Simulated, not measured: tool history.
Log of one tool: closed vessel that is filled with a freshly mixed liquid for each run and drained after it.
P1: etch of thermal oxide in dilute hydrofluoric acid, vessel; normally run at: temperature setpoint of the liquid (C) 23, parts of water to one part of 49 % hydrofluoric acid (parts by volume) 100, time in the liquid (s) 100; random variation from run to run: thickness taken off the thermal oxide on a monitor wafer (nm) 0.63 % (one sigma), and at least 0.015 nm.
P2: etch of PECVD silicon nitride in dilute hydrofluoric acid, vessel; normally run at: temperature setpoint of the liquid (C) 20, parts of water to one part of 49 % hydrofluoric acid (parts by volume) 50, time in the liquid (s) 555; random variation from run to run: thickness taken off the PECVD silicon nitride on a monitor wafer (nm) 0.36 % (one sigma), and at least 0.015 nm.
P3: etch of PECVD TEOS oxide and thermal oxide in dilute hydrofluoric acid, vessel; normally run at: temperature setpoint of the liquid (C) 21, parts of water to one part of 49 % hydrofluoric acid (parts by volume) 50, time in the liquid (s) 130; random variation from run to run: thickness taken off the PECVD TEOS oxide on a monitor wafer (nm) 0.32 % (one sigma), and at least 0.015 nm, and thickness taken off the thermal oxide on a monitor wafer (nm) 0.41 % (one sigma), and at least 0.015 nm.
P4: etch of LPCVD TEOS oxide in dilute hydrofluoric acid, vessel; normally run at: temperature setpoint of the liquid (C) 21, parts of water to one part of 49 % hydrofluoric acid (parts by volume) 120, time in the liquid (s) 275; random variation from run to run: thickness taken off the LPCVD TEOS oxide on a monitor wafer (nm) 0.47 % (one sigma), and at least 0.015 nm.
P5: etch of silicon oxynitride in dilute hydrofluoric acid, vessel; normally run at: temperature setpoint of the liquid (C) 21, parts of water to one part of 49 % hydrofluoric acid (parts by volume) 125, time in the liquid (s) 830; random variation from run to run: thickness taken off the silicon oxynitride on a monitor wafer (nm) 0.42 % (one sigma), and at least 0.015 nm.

run  hour  process that ran  temperature setpoint of the liquid (C)  parts of water to one part of 49 % hydrofluoric acid (parts by volume)  time in the liquid (s)  hours since the thermometer was replaced  hours since the hydrofluoric acid flow meter was replaced  thickness taken off the thermal oxide on a monitor wafer (nm)  thickness taken off the PECVD silicon nitride on a monitor wafer (nm)  thickness taken off the LPCVD TEOS oxide on a monitor wafer (nm)  thickness taken off the silicon oxynitride on a monitor wafer (nm)  thickness taken off the PECVD TEOS oxide on a monitor wafer (nm)
  1   4.6                P1                                      23                                                                     100                     100                                     793.3                                                      651.9                                                         4.3281
  2     9                P2                                      20                                                                      50                     555                                     797.7                                                      656.3                                                                                                                                21.546
  3    12                P1                                      23                                                                     180                     100                                     800.7                                                      659.3                                                         2.2332
  4  15.6                P1                                      23                                                                     100                      30                                     804.3                                                      662.9                                                         1.3021
  5  18.9                P1                                      17                                                                     100                     100                                     807.6                                                      666.2                                                         3.4433
  6  22.1                P1                                      23                                                                      60                     100                                     810.8                                                      669.4                                                         7.6814
  7  24.9                P4                                      21                                                                     185                     275                                     813.6                                                      672.2                                                                                                                                                                                                  28.445
  8  27.3                P4                                      25                                                                     120                     275                                       816                                                      674.6                                                                                                                                                                                                  55.204
  9  30.9                P2                                      20                                                                      50                     555                                     819.6                                                      678.2                                                                                                                                21.597
 10    35                P2                                      20                                                                      50                    1060                                     823.7                                                      682.3                                                                                                                                41.054
 11  38.8                P4                                      21                                                                     120                     275                                     827.5                                                      686.1                                                                                                                                                                                                  47.236
 12    42                P1                                      23                                                                     100                     100                                     830.7                                                      689.3                                                         4.3592
 13  46.4                P5                                      21                                                                     125                     830                                     835.1                                                      693.7                                                                                                                                                                                                                                                                       11.72
 14    49                P3                                      21                                                                      50                      30                                     837.7                                                      696.3                                                         2.7535                                                                                                                                                                                                                                                                         5.9043
 15  52.7                P2                                      25                                                                      50                     555                                     841.4                                                        700                                                                                                                                30.171
 16  57.4                P1                                      23                                                                     100                     100                                     846.1                                                      704.7                                                         4.4003
 17  61.9                P5                                      21                                                                     225                     830                                     850.6                                                      709.2                                                                                                                                                                                                                                                                      6.1102
 18  65.1                P5                                      29                                                                     125                     830                                     853.8                                                      712.4                                                                                                                                                                                                                                                                      16.961
 19  69.5                P1                                      23                                                                     100                     155                                     858.2                                                      716.8                                                         6.7311
 20  72.4                P1                                      23                                                                     140                     140                                     861.1                                                      719.7                                                          4.148
 21  75.1                P1                                      23                                                                      50                     190                                     863.8                                                      722.4                                                         17.681
 22  79.2                P3                                      21                                                                      50                     130                                     867.9                                                      726.5                                                         11.749                                                                                                                                                                                                                                                                         25.533
 23  84.3                P1                                      23                                                                     100                     100                                       873                                                      731.6                                                         4.3724
 24    88                P1                                      23                                                                     100                     100                                     876.7                                                      735.3                                                         4.4111
 25  92.2                P1                                      30                                                                     100                     100                                     880.9                                                      739.5                                                         5.7199
 26  95.9                P3                                      21                                                                      20                     130                                     884.6                                                      743.2                                                         30.506                                                                                                                                                                                                                                                                         66.193

The next listed run, before its measurement:
 27  100.6                P3                                      21                                                                      50                     130                                     889.3                                                      747.9                                                              ?                                                                                                                                                                                                                                                                              ?

{"run 27": {"thickness taken off the thermal oxide on a monitor wafer (nm)": 11.736, "thickness taken off the PECVD TEOS oxide on a monitor wafer (nm)": 25.559}}
